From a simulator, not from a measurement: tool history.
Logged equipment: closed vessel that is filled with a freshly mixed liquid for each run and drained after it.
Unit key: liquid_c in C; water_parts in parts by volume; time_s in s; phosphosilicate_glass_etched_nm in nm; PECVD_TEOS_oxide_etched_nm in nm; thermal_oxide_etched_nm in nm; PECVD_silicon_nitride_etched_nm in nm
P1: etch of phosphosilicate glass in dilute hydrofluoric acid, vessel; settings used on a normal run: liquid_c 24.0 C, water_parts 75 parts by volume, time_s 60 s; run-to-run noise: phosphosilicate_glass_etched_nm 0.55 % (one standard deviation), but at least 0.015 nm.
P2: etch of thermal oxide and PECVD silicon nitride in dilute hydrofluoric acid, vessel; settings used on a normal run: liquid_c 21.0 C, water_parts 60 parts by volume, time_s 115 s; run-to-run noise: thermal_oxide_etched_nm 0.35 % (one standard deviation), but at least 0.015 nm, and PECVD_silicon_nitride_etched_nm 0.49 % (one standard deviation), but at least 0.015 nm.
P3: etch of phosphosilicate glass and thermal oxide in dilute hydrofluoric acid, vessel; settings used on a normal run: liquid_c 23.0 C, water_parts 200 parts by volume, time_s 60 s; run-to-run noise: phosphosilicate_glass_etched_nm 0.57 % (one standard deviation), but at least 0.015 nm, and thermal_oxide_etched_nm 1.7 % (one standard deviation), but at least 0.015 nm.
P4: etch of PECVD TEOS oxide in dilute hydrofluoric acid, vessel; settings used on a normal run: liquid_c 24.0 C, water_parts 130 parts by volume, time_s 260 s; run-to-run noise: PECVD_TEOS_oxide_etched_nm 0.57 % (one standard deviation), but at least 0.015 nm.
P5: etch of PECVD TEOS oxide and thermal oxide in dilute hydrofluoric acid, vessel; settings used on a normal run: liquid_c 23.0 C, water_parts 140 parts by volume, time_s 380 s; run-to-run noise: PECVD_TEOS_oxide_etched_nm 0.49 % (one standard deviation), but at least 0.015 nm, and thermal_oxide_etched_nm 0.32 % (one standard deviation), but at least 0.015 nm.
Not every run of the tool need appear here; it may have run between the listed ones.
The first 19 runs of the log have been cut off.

run	day	process	liquid_c	water_parts	time_s	hours since the thermometer was replaced	hours since the hydrofluoric acid flow meter was replaced	phosphosilicate_glass_etched_nm	PECVD_TEOS_oxide_etched_nm	thermal_oxide_etched_nm	PECVD_silicon_nitride_etched_nm
20	9.458	P1	24.0	135	60	50.4	106.6	69.259			
21	9.825	P5	23.0	250	380	59.2	115.4		19.2200	5.81360	
22	10.475	P2	21.0	20	115	74.8	131.0			25.65600	24.3720
23	11.150	P2	21.0	60	115	91.0	147.2			8.08720	8.5437
24	11.604	P2	17.0	60	115	101.9	158.1			6.87020	6.4517
25	12.254	P3	17.0	200	60	117.5	173.7	21.105		1.00840	
26	12.729	P2	21.0	60	115	128.9	185.1			8.10490	8.5665
27	13.375	P1	24.0	75	60	144.4	200.6	134.660			
28	14.033	P3	23.0	200	60	160.2	216.4	26.448		1.24670	
29	14.479	P4	24.0	130	260	170.9	227.1		30.0890		
30	15.188	P4	18.5	130	260	187.9	244.1		24.4170		
31	15.596	P5	23.0	140	30	197.7	253.9		2.9813	0.90777	
32	16.133	P1	24.0	75	60	210.6	266.8	134.530			
33	16.675	P1	24.0	75	60	223.6	279.8	129.330			
34	17.100	P1	24.0	75	60	233.8	290.0	127.500			
35	17.600	P1	24.0	75	60	245.8	302.0	126.350			
36	17.958	P1	24.0	75	60	254.4	310.6	125.960			
37	18.633	P1	24.0	75	60	270.6	326.8	122.380			

Forecast run 38:
38	19.204	P1	24.0	75	60	284.3	340.5	?			

Run 38 yielded phosphosilicate_glass_etched_nm 122.000 nm.

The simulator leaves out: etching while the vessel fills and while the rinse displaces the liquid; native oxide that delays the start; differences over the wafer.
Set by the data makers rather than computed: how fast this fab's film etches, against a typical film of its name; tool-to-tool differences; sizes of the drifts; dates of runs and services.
